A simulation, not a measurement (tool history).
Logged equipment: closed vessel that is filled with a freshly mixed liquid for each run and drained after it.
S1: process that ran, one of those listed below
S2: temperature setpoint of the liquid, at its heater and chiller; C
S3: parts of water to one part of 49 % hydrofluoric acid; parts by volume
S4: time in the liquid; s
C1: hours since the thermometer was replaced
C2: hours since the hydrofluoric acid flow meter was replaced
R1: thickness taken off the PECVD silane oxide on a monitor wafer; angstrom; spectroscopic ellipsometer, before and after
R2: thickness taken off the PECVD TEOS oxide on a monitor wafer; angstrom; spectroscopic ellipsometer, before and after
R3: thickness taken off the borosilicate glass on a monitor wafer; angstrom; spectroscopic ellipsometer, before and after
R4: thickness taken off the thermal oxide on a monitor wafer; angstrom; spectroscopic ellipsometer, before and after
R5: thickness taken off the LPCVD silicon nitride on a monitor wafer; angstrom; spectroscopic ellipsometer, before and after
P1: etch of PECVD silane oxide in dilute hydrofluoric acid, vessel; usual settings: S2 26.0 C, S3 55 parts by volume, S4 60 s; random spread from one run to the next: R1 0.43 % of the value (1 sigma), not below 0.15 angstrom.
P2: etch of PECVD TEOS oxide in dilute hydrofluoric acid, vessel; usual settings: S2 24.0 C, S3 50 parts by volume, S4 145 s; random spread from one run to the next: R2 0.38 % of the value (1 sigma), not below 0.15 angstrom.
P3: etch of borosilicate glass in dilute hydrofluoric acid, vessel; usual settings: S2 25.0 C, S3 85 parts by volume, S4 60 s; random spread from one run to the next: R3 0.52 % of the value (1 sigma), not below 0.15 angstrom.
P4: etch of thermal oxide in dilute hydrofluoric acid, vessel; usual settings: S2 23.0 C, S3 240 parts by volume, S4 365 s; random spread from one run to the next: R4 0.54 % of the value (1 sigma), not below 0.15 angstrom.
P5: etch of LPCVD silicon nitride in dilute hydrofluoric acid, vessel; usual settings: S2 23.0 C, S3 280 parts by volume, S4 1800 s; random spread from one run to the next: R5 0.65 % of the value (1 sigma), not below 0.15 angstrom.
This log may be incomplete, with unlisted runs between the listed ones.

run    day  S1    S2   S3    S4     C1     C2      R1       R2      R3      R4      R5
  1  0.108  P1  26.0   55    60  911.1  364.5  229.27
  2  0.254  P2  24.0   50   145  914.6  368.0          435.630
  3  0.425  P3  25.0   85    60  918.7  372.1                   225.90
  4  0.625  P2  24.0   50    30  923.5  376.9           90.637
  5  0.729  P1  26.0   55    60  926.0  379.4  227.42
  6  0.938  P3  25.0   85    60  931.0  384.4                   226.46
  7  1.088  P1  31.5   55   100  934.6  388.0  472.44
  8  1.283  P1  32.0   55   110  939.3  392.7  529.74
  9  1.467  P4  23.0  240   365  943.7  397.1                           55.424
 10  1.617  P4  23.0  330   365  947.3  400.7                           37.347
 11  1.788  P5  23.0  280  2695  951.4  404.8                                   49.096
 12  1.921  P1  26.0   55    60  954.6  408.0  228.74
     2.000  -- thermometer replaced
 13  2.075  P3  25.0   25    60    1.8  411.7                   844.77
 14  2.204  P4  17.5  240   365    4.9  414.8                           45.658
 15  2.350  P1  26.0   85    90    8.4  418.3  212.61
 16  2.488  P1  20.5   55    60   11.7  421.6  182.86
 17  2.633  P4  23.0  240   365   15.2  425.1                           56.707
 18  2.775  P1  26.0   95    60   18.6  428.5  124.60
 19  2.879  P1  26.0   55    60   21.1  431.0  229.89
 20  2.979  P1  26.0   55    30   23.5  433.4  114.38
 21  3.079  P3  31.0   85    60   25.9  435.8                   282.24
 22  3.288  P1  26.0   55    60   30.9  440.8  227.41
 23  3.458  P2  24.0   90   145   35.0  444.9          231.170
 24  3.642  P2  32.0   50   145   39.4  449.3          600.410
 25  3.800  P4  23.0  240    70   43.2  453.1                           10.979
 26  3.954  P3  25.0   85   110   46.9  456.8                   412.10
 27  4.154  P1  26.0   55   120   51.7  461.6  457.01
 28  4.304  P5  27.5  280  1800   55.3  465.2                                   42.535
 29  4.442  P5  23.0  280  1800   58.6  468.5                                   32.861
 30  4.625  P1  26.0   55    60   63.0  472.9  226.43
 31  4.742  P1  26.0   20    60   65.8  475.7  660.58
 32  4.938  P5  23.0   90  1800   70.5  480.4                                   99.332
 33  5.138  P1  34.0   55    60   75.3  485.2  312.51
 34  5.338  P1  26.0   55    60   80.1  490.0  228.18
 35  5.467  P1  26.0   55    60   83.2  493.1  235.95
 36  5.604  P1  26.0   55    60   86.5  496.4  241.22
 37  5.775  P1  26.0   55    60   90.6  500.5  240.37
 38  5.975  P1  26.0   55    60   95.4  505.3  244.05
 39  6.125  P1  26.0   55    60   99.0  508.9  244.05
 40  6.288  P1  26.0   55    60  102.9  512.8  244.61
 41  6.400  P1  26.0   55    60  105.6  515.5  244.78

Compared with where it was, what P1 gives has crept away. Each cause listed below fits the log as well as the rest, at the size given for it:
A: liquid hotter than its thermometer reads (K) = 1.78
B: hydrofluoric acid flow above the setpoint (%) = 6.85
The onset of the drift is placed at about day 5.338.

Listed below are the offered check runs, one wafer per run, with question marks in place of results. For which of them would the causes give clearly different outcomes?
check 1  6.512  P4  20.0  240   215                       ?
check 2  6.512  P2  24.0   85   145               ?
check 3  6.512  P3  30.0   85    95                   ?
check 4  6.512  P5  23.0  130  1800                           ?

How each check would come out, cause by cause:
  check  result     if A     if B
check 1      R4   31.549   32.007
check 2      R2  263.280  263.910
check 3      R3   467.09   470.42
check 4      R5   78.000   74.146
Smallest distance between any two causes, each pair judged by its most separating result, in per cent: check 1 1.44 %; check 2 0.24 %; check 3 0.71 %; check 4 5.07 %
Check 4 distinguishes between the causes, while the remaining checks would return nearly the same result for all of them.

Check 4 has now been run. It gave: R5 74.842 angstrom. Which of the candidate causes is it?

It is B: hydrofluoric acid flow above the setpoint (%).
